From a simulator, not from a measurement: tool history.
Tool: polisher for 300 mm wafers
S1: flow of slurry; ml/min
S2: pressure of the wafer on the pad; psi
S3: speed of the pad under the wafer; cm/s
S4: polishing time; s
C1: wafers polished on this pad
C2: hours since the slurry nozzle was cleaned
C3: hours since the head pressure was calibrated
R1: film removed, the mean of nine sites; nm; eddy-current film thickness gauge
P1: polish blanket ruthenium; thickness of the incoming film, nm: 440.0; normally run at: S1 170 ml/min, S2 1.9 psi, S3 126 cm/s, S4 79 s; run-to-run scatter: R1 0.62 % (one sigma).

| run | hour | S1 | S2 | S3 | S4 | C1 | C2 | C3 | R1 |
|---|---|---|---|---|---|---|---|---|---|
| 1 | 5 | 170 | 1.9 | 126 | 79 | 148 | 320.1 | 308.1 | 90.974 |
| 2 | 10.5 | 170 | 1.9 | 126 | 79 | 194 | 325.6 | 313.6 | 91.084 |
| 3 | 15.5 | 100 | 1.9 | 126 | 79 | 237 | 330.6 | 318.6 | 82.863 |
| 4 | 19.7 | 170 | 1.9 | 126 | 79 | 272 | 334.8 | 322.8 | 91.858 |
| 5 | 23 | 170 | 2.7 | 126 | 79 | 300 | 338.1 | 326.1 | 130.56 |
| 6 | 28.6 | 170 | 1.9 | 188 | 79 | 348 | 343.7 | 331.7 | 136.42 |
| 7 | 33 | 170 | 1.1 | 96 | 79 | 385 | 348.1 | 336.1 | 40.535 |
| 8 | 38 | 170 | 0.9 | 126 | 79 | 428 | 353.1 | 341.1 | 42.851 |
| 9 | 44.9 | 170 | 1.9 | 126 | 79 | 487 | 360 | 348 | 91.299 |
| 10 | 50.7 | 170 | 1.9 | 126 | 42 | 536 | 365.8 | 353.8 | 48.61 |
| 11 | 55 | 250 | 1.9 | 126 | 79 | 572 | 370.1 | 358.1 | 96.99 |
| 12 | 59.8 | 170 | 1.9 | 62 | 79 | 613 | 374.9 | 362.9 | 45.144 |
| 13 | 64.5 | 170 | 1.9 | 126 | 110 | 653 | 379.6 | 367.6 | 126.83 |
| 14 | 68 | 170 | 1.9 | 126 | 79 | 683 | 383.1 | 371.1 | 91.374 |
| 15 | 74.9 | 170 | 1.9 | 126 | 79 | 741 | 390 | 378 | 91.619 |
| 16 | 79 | 170 | 1.9 | 126 | 79 | 776 | 394.1 | 382.1 | 89.214 |
| 17 | 85.2 | 170 | 1.9 | 126 | 79 | 829 | 400.3 | 388.3 | 88.3 |
| 18 | 90.7 | 170 | 1.9 | 126 | 79 | 876 | 405.8 | 393.8 | 86.367 |
| 19 | 96.3 | 170 | 1.9 | 126 | 79 | 923 | 411.4 | 399.4 | 86.335 |
| 20 | 101.4 | 170 | 1.9 | 126 | 79 | 967 | 416.5 | 404.5 | 84.792 |
| 21 | 105.2 | 170 | 1.9 | 126 | 79 | 999 | 420.3 | 408.3 | 85.401 |
|  | 106.9 | worn pad replaced by a new one |
| 22 | 111 | 170 | 1.9 | 126 | 79 | 35 | 426.1 | 414.1 | 84.552 |
| 23 | 116.9 | 170 | 1.9 | 126 | 79 | 85 | 432 | 420 | 85.563 |
| 24 | 123 | 170 | 1.9 | 126 | 79 | 137 | 438.1 | 426.1 | 84.137 |
| 25 | 129.7 | 170 | 1.9 | 126 | 79 | 193 | 444.8 | 432.8 | 84.96 |

What P1 gives has crept away from where it was. These 2 causes fit the log equally well, each at the size given:
A: slurry flow missing at the pad, % = 37.2
B: head's pressure below its setpoint, % = 8.63
The creep began at about hour 74.9.
Why every other cause is out:
removal rate lost through wear of the pad, %: serviced at hour 106.9, which brought nothing back

4 check runs are offered, each on 5 wafers whose results are averaged, their results left as question marks. Which one tells the causes apart?
| check 1 | 136.4 | 170 | 2.5 | 126 | 79 |  |  |  | ? |
| check 2 | 136.4 | 170 | 1.9 | 82 | 79 |  |  |  | ? |
| check 3 | 136.4 | 230 | 1.9 | 126 | 79 |  |  |  | ? |
| check 4 | 136.4 | 170 | 1.9 | 174 | 44 |  |  |  | ? |

What each check would give under each cause:
| check | result | if A | if B |
|---|---|---|---|
| check 1 | R1 | 110.29 | 110.27 |
| check 2 | R1 | 54.55 | 54.541 |
| check 3 | R1 | 89.252 | 87.301 |
| check 4 | R1 | 64.47 | 64.459 |
How far apart the two closest causes lie, in the result that separates them most: check 1 0.02 %; check 2 0.02 %; check 3 2.21 %; check 4 0.02 %
Only check 3 tells the causes apart: in the others they would give nearly the same result.

Then check 3 was run and gave: R1 89.142 nm. Which cause is it?

It is A: slurry flow missing at the pad, %.
